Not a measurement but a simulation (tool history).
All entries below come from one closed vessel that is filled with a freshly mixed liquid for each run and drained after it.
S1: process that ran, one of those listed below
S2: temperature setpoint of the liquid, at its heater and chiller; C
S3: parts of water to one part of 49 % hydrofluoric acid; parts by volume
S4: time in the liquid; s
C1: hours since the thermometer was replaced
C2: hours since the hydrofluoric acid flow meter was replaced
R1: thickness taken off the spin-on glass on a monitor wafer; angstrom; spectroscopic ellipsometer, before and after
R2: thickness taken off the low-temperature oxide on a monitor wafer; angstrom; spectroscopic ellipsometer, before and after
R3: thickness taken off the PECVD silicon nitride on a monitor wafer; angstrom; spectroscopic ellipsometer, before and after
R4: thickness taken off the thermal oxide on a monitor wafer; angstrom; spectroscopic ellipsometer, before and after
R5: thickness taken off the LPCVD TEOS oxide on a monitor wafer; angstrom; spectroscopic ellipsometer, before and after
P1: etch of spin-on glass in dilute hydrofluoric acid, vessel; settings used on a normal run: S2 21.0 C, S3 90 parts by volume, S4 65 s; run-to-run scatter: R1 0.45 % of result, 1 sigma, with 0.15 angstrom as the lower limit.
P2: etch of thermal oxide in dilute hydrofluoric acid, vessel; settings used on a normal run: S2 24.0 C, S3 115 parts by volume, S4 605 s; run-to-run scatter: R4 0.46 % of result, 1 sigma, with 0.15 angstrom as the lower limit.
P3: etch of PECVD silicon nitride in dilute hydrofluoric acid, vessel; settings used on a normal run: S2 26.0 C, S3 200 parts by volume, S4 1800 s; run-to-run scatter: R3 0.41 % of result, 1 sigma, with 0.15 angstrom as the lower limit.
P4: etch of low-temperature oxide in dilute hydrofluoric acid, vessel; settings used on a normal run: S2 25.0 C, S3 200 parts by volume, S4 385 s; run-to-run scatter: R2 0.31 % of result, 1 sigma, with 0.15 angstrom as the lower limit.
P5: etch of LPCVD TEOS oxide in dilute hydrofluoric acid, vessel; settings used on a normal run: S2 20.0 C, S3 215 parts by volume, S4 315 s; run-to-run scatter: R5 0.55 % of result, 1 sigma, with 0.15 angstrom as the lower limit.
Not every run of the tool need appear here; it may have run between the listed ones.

run	hour	S1	S2	S3	S4	C1	C2	R1	R2	R3	R4	R5
1	5.4	P1	21.0	90	65	1562.9	201.6	266.10				
2	10.9	P4	25.0	200	385	1568.4	207.1		427.75			
3	14.9	P1	21.0	25	65	1572.4	211.1	1034.80				
4	23.3	P1	21.0	90	65	1580.8	219.5	264.24				
5	30.4	P1	17.0	90	65	1587.9	226.6	224.81				
6	38.7	P1	21.0	155	95	1596.2	234.9	209.52				
7	45.0	P3	26.0	200	580	1602.5	241.2			99.968		
8	50.1	P1	21.0	160	65	1607.6	246.3	138.24				
9	57.6	P1	21.0	25	115	1615.1	253.8	1822.50				
10	63.6	P3	31.5	200	1800	1621.1	259.8			437.020		
11	71.1	P2	24.0	115	1145	1628.6	267.3				438.39	
12	75.6	P3	26.0	70	1800	1633.1	271.8			887.140		
13	80.6	P4	25.0	200	385	1638.1	276.8		429.91			
14	88.6	P2	24.0	115	605	1646.1	284.8				232.83	
15	97.1	P1	21.0	90	65	1654.6	293.3	264.83				
16	105.9	P2	19.5	115	605	1663.4	302.1				193.73	
17	111.2	P2	24.0	115	605	1668.7	307.4				233.83	
18	115.4	P5	17.0	215	315	1672.9	311.6					304.06
19	119.6	P5	20.0	35	315	1677.1	315.8					2563.50
20	127.0	P5	20.0	215	315	1684.5	323.2					342.44
21	135.5	P1	21.0	90	65	1693.0	331.7	266.53				
22	143.0	P5	20.0	215	565	1700.5	339.2					616.70
23	148.2	P2	24.0	185	605	1705.7	344.4				133.28	
24	155.3	P1	21.0	90	120	1712.8	351.5	493.55				
25	164.3	P1	21.0	90	65	1721.8	360.5	267.22				
26	168.3	P3	26.0	200	1800	1725.8	364.5			310.810		
27	176.0	P4	31.0	200	385	1733.5	372.2		532.66			
28	181.6	P4	25.0	200	760	1739.1	377.8		847.98			

What does the tool deliver on the next run?
29	186.0	P4	25.0	85	385	1743.5	382.2		?			

Run 29 came out at R2 1153.60 angstrom.

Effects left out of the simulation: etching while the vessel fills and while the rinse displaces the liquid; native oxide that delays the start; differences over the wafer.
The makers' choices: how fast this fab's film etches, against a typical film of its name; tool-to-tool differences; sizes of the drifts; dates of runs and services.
